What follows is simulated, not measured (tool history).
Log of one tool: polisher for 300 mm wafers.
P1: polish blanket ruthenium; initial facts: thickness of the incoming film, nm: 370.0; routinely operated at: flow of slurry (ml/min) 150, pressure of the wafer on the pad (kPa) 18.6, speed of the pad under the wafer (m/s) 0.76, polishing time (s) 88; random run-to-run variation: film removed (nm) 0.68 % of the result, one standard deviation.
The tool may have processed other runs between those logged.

run,hour,flow of slurry (ml/min),pressure of the wafer on the pad (kPa),speed of the pad under the wafer (m/s),polishing time (s),wafers polished on this pad,hours since the slurry nozzle was cleaned,hours since the head pressure was calibrated,film removed (nm)
1,7.4,150,18.6,0.76,88,361,188.7,272.7,113.36
2,14.9,150,9,0.76,88,435,196.2,280.2,55.445
3,22.9,220,18.6,0.76,88,514,204.2,288.2,121.3
4,36,150,18.6,0.4,88,643,217.3,301.3,59.747
5,43.5,150,25.5,0.76,88,717,224.8,308.8,158.21
6,53.6,150,18.6,0.76,88,816,234.9,318.9,116.14
7,61.4,185,27.6,0.76,88,893,242.7,326.7,174.24
8,73.7,150,18.6,0.76,88,1014,255,339,114.21
9,82.6,150,18.6,0.76,40,1102,263.9,347.9,52.15
# hour 89: slurry nozzle cleaned
10,92.3,150,18.6,1.02,88,1197,3.3,357.6,152.36
11,103.5,90,18.6,0.76,88,1308,14.5,368.8,102.94
12,112.2,150,18.6,0.76,88,1393,23.2,377.5,113.79
13,122.7,150,18.6,0.76,139,1497,33.7,388,182.07

What does the tool deliver on the next run?
14,134.2,150,18.6,0.76,88,1610,45.2,399.5,?

film removed (nm): 114.27
